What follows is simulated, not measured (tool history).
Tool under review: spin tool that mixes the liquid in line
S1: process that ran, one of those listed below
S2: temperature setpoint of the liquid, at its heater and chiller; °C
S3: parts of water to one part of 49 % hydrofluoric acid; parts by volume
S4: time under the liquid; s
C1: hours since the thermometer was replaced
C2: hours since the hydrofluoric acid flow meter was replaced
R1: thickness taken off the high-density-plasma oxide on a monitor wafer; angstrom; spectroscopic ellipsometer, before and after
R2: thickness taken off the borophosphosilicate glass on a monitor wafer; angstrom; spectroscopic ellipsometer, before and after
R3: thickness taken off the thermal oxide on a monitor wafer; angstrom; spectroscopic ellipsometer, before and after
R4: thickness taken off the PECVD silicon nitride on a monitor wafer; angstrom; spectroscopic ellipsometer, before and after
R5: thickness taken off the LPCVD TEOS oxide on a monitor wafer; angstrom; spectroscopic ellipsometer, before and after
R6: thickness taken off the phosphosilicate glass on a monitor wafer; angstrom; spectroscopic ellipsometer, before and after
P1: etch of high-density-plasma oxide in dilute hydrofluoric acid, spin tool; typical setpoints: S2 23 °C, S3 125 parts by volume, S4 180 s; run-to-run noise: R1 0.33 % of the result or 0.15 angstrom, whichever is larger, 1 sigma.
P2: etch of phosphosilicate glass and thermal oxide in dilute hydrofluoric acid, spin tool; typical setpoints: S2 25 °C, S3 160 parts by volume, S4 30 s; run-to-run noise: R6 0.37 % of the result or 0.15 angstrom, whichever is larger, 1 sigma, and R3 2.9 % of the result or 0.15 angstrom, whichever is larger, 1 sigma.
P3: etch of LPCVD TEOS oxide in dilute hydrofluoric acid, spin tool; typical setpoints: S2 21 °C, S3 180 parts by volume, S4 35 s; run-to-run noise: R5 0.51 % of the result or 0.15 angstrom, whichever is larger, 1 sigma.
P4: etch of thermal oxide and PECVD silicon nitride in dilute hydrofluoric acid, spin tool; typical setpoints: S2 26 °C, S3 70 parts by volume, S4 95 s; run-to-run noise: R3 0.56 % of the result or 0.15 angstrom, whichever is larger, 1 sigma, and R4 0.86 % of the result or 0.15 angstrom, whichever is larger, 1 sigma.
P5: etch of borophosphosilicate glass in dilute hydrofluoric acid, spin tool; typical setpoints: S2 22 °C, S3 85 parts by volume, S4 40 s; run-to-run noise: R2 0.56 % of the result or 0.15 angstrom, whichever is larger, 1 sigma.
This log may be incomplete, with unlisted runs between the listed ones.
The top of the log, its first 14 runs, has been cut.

{"run": 15, "hour": 131.7, "S1": "P1", "S2": 23, "S3": 125, "S4": 290, "C1": 744.9, "C2": 1330.3, "R1": 105.85}
{"run": 16, "hour": 139.6, "S1": "P5", "S2": 22, "S3": 85, "S4": 40, "C1": 752.8, "C2": 1338.2, "R2": 165}
{"run": 17, "hour": 147.1, "S1": "P2", "S2": 21, "S3": 160, "S4": 30, "C1": 760.3, "C2": 1345.7, "R3": 7.5284, "R6": 203.25}
{"run": 18, "hour": 156.8, "S1": "P3", "S2": 17, "S3": 180, "S4": 35, "C1": 770, "C2": 1355.4, "R5": 38.076}
{"run": 19, "hour": 163.3, "S1": "P2", "S2": 25, "S3": 160, "S4": 15, "C1": 776.5, "C2": 1361.9, "R3": 4.7328, "R6": 118.02}
{"run": 20, "hour": 169.3, "S1": "P1", "S2": 23, "S3": 125, "S4": 180, "C1": 782.5, "C2": 1367.9, "R1": 65.303}
{"run": 21, "hour": 179.3, "S1": "P1", "S2": 23, "S3": 125, "S4": 180, "C1": 792.5, "C2": 1377.9, "R1": 65.68}
{"run": 22, "hour": 188.1, "S1": "P1", "S2": 23, "S3": 125, "S4": 180, "C1": 801.3, "C2": 1386.7, "R1": 65.521}
{"run": 23, "hour": 197.2, "S1": "P1", "S2": 23, "S3": 125, "S4": 180, "C1": 810.4, "C2": 1395.8, "R1": 65.448}
{"run": 24, "hour": 203.7, "S1": "P4", "S2": 26, "S3": 70, "S4": 165, "C1": 816.9, "C2": 1402.3, "R3": 126.44, "R4": 46.164}

Predict the results of run 25:
{"run": 25, "hour": 213.7, "S1": "P3", "S2": 21, "S3": 60, "S4": 35, "C1": 826.9, "C2": 1412.3, "R5": "?"}

{"run 25": {"R5": 154.81}}

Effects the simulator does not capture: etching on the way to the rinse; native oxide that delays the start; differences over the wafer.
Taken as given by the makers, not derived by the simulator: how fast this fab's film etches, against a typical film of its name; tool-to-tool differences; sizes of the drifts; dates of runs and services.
